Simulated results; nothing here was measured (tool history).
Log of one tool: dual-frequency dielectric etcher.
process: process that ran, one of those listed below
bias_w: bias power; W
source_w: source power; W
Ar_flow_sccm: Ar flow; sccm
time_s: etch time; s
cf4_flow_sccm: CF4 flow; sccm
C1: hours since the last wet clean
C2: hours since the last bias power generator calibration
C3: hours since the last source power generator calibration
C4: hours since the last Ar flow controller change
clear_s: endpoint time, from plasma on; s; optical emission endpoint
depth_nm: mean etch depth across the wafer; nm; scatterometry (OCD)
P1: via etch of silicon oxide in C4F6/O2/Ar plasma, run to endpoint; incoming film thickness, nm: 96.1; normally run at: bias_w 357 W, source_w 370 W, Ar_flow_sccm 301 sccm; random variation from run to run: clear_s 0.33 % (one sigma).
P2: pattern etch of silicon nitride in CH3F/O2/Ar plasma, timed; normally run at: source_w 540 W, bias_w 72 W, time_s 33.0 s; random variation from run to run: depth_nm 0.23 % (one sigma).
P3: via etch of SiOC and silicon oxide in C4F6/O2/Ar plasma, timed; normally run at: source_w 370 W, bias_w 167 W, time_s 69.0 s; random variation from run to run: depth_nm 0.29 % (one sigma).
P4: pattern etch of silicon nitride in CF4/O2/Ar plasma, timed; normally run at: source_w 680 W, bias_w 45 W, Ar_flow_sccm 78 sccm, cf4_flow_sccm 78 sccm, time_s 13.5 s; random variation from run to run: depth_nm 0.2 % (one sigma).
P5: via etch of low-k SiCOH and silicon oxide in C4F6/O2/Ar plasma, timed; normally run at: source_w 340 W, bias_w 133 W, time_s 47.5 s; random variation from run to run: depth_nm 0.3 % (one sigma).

run 1 day=0.362 | process=P1 bias_w=357 source_w=370 Ar_flow_sccm=301 | C1=145.6 C2=1318.4 C3=2763.9 C4=1407.1 | clear_s=23.658
run 2 day=0.721 | process=P3 bias_w=219 source_w=370 time_s=69.0 | C1=154.2 C2=1327.0 C3=2772.5 C4=1415.7 | depth_nm=81.624
run 3 day=1.450 | process=P1 bias_w=357 source_w=230 Ar_flow_sccm=301 | C1=171.7 C2=1344.5 C3=2790.0 C4=1433.2 | clear_s=28.304
run 4 day=1.933 | process=P4 bias_w=45 source_w=680 Ar_flow_sccm=78 time_s=8.0 cf4_flow_sccm=78 | C1=183.3 C2=1356.1 C3=2801.6 C4=1444.8 | depth_nm=19.977
run 5 day=2.571 | process=P1 bias_w=227 source_w=460 Ar_flow_sccm=301 | C1=198.6 C2=1371.4 C3=2816.9 C4=1460.1 | clear_s=25.328
run 6 day=3.367 | process=P4 bias_w=45 source_w=450 Ar_flow_sccm=78 time_s=13.5 cf4_flow_sccm=78 | C1=217.7 C2=1390.5 C3=2836.0 C4=1479.2 | depth_nm=23.552
run 7 day=3.858 | process=P4 bias_w=45 source_w=680 Ar_flow_sccm=48 time_s=13.5 cf4_flow_sccm=78 | C1=229.5 C2=1402.3 C3=2847.8 C4=1491.0 | depth_nm=35.673
run 8 day=4.417 | process=P2 bias_w=72 source_w=330 time_s=33.0 | C1=242.9 C2=1415.7 C3=2861.2 C4=1504.4 | depth_nm=21.892
run 9 day=4.912 | process=P5 bias_w=133 source_w=340 time_s=33.5 | C1=254.8 C2=1427.6 C3=2873.1 C4=1516.3 | depth_nm=72.803
run 10 day=5.462 | process=P1 bias_w=357 source_w=460 Ar_flow_sccm=301 | C1=268.0 C2=1440.8 C3=2886.3 C4=1529.5 | clear_s=21.933
run 11 day=6.100 | process=P5 bias_w=97 source_w=340 time_s=47.5 | C1=283.3 C2=1456.1 C3=2901.6 C4=1544.8 | depth_nm=94.213
run 12 day=6.842 | process=P1 bias_w=357 source_w=370 Ar_flow_sccm=301 | C1=301.1 C2=1473.9 C3=2919.4 C4=1562.6 | clear_s=23.710
run 13 day=7.262 | process=P2 bias_w=92 source_w=540 time_s=33.0 | C1=311.2 C2=1484.0 C3=2929.5 C4=1572.7 | depth_nm=28.659
run 14 day=7.775 | process=P3 bias_w=167 source_w=370 time_s=47.5 | C1=323.5 C2=1496.3 C3=2941.8 C4=1585.0 | depth_nm=51.694
run 15 day=8.533 | process=P1 bias_w=357 source_w=370 Ar_flow_sccm=175 | C1=341.7 C2=1514.5 C3=2960.0 C4=1603.2 | clear_s=22.145
run 16 day=8.900 | process=P3 bias_w=167 source_w=370 time_s=69.0 | C1=350.5 C2=1523.3 C3=2968.8 C4=1612.0 | depth_nm=74.857
run 17 day=9.533 | process=P2 bias_w=72 source_w=540 time_s=33.0 | C1=365.7 C2=1538.5 C3=2984.0 C4=1627.2 | depth_nm=26.422
run 18 day=10.054 | process=P4 bias_w=45 source_w=680 Ar_flow_sccm=78 time_s=13.5 cf4_flow_sccm=48 | C1=378.2 C2=1551.0 C3=2996.5 C4=1639.7 | depth_nm=31.466
run 19 day=10.517 | process=P1 bias_w=357 source_w=370 Ar_flow_sccm=369 | C1=389.3 C2=1562.1 C3=3007.6 C4=1650.8 | clear_s=24.279
run 20 day=10.938 | process=P1 bias_w=357 source_w=370 Ar_flow_sccm=301 | C1=399.4 C2=1572.2 C3=3017.7 C4=1660.9 | clear_s=23.810
run 21 day=11.342 | process=P4 bias_w=45 source_w=680 Ar_flow_sccm=78 time_s=13.5 cf4_flow_sccm=78 | C1=409.1 C2=1581.9 C3=3027.4 C4=1670.6 | depth_nm=33.803
run 22 day=11.729 | process=P4 bias_w=31 source_w=680 Ar_flow_sccm=78 time_s=13.5 cf4_flow_sccm=78 | C1=418.4 C2=1591.2 C3=3036.7 C4=1679.9 | depth_nm=29.846
run 23 day=12.196 | process=P2 bias_w=72 source_w=540 time_s=19.5 | C1=429.6 C2=1602.4 C3=3047.9 C4=1691.1 | depth_nm=15.577
run 24 day=12.717 | process=P5 bias_w=133 source_w=430 time_s=47.5 | C1=442.1 C2=1614.9 C3=3060.4 C4=1703.6 | depth_nm=113.240
run 25 day=13.188 | process=P1 bias_w=357 source_w=370 Ar_flow_sccm=301 | C1=453.4 C2=1626.2 C3=3071.7 C4=1714.9 | clear_s=23.757
run 26 day=13.650 | process=P3 bias_w=167 source_w=230 time_s=69.0 | C1=464.5 C2=1637.3 C3=3082.8 C4=1726.0 | depth_nm=62.119
run 27 day=14.075 | process=P5 bias_w=133 source_w=340 time_s=47.5 | C1=474.7 C2=1647.5 C3=3093.0 C4=1736.2 | depth_nm=102.870
run 28 day=14.746 | process=P1 bias_w=475 source_w=370 Ar_flow_sccm=301 | C1=490.8 C2=1663.6 C3=3109.1 C4=1752.3 | clear_s=21.358
run 29 day=15.117 | process=P2 bias_w=72 source_w=540 time_s=33.0 | C1=499.7 C2=1672.5 C3=3118.0 C4=1761.2 | depth_nm=26.438
run 30 day=15.542 | process=P1 bias_w=247 source_w=370 Ar_flow_sccm=301 | C1=509.9 C2=1682.7 C3=3128.2 C4=1771.4 | clear_s=27.008
run 31 day=16.121 | process=P1 bias_w=357 source_w=370 Ar_flow_sccm=301 | C1=523.8 C2=1696.6 C3=3142.1 C4=1785.3 | clear_s=23.740
run 32 day=16.712 | process=P1 bias_w=357 source_w=370 Ar_flow_sccm=301 | C1=538.0 C2=1710.8 C3=3156.3 C4=1799.5 | clear_s=23.834
run 33 day=17.454 | process=P1 bias_w=357 source_w=370 Ar_flow_sccm=301 | C1=555.8 C2=1728.6 C3=3174.1 C4=1817.3 | clear_s=24.034
run 34 day=18.021 | process=P1 bias_w=357 source_w=370 Ar_flow_sccm=301 | C1=569.4 C2=1742.2 C3=3187.7 C4=1830.9 | clear_s=24.021
run 35 day=18.471 | process=P1 bias_w=357 source_w=370 Ar_flow_sccm=301 | C1=580.2 C2=1753.0 C3=3198.5 C4=1841.7 | clear_s=23.922
run 36 day=18.992 | process=P1 bias_w=357 source_w=370 Ar_flow_sccm=301 | C1=592.7 C2=1765.5 C3=3211.0 C4=1854.2 | clear_s=24.025
run 37 day=19.729 | process=P1 bias_w=357 source_w=370 Ar_flow_sccm=301 | C1=610.4 C2=1783.2 C3=3228.7 C4=1871.9 | clear_s=24.073
-- day=19.862 wet clean of the chamber
run 38 day=20.212 | process=P1 bias_w=357 source_w=370 Ar_flow_sccm=301 | C1=8.5 C2=1794.8 C3=3240.3 C4=1883.5 | clear_s=24.213
-- day=20.621 Ar flow controller replaced
run 39 day=20.862 | process=P1 bias_w=357 source_w=370 Ar_flow_sccm=301 | C1=24.1 C2=1810.4 C3=3255.9 C4=5.8 | clear_s=24.130
run 40 day=21.588 | process=P1 bias_w=357 source_w=370 Ar_flow_sccm=301 | C1=41.5 C2=1827.8 C3=3273.3 C4=23.2 | clear_s=24.203
run 41 day=22.183 | process=P1 bias_w=357 source_w=370 Ar_flow_sccm=301 | C1=55.8 C2=1842.1 C3=3287.6 C4=37.5 | clear_s=23.985

What P1 gives has crept away from where it was. These 2 causes fit the log equally well, each at the size given:
A: source power that arrives under what is set, % = 4.32
B: bias power that arrives under what is set, % = 4.54
The creep began at about day 16.121.
Why every other cause is out:
chamber walls in a state that lowers the etch rate, %: serviced at day 19.862, which brought nothing back
Ar flow that arrives over what is set, %: serviced at day 20.621, which brought nothing back

4 check runs are offered, one wafer each, their results left as question marks. Which one tells the causes apart?
run check 1 day=22.779 | process=P5 bias_w=133 source_w=340 time_s=47.5 | depth_nm=?
run check 2 day=22.779 | process=P2 bias_w=72 source_w=540 time_s=33.0 | depth_nm=?
run check 3 day=22.779 | process=P4 bias_w=45 source_w=680 Ar_flow_sccm=78 time_s=13.5 cf4_flow_sccm=78 | depth_nm=?
run check 4 day=22.779 | process=P3 bias_w=167 source_w=370 time_s=69.0 | depth_nm=?

What each check would give under each cause:
check=check_1 result=depth_nm if_A=101.390 if_B=101.760
check=check_2 result=depth_nm if_A=25.939 if_B=25.975
check=check_3 result=depth_nm if_A=32.482 if_B=33.212
check=check_4 result=depth_nm if_A=73.613 if_B=73.791
How far apart the two closest causes lie, in the result that separates them most: check 1 0.37 %; check 2 0.14 %; check 3 2.22 %; check 4 0.24 %
Only check 3 tells the causes apart: in the others they would give nearly the same result.

Then check 3 was run and gave: depth_nm 33.187 nm. Which cause is it?

It is B: bias power that arrives under what is set, %.
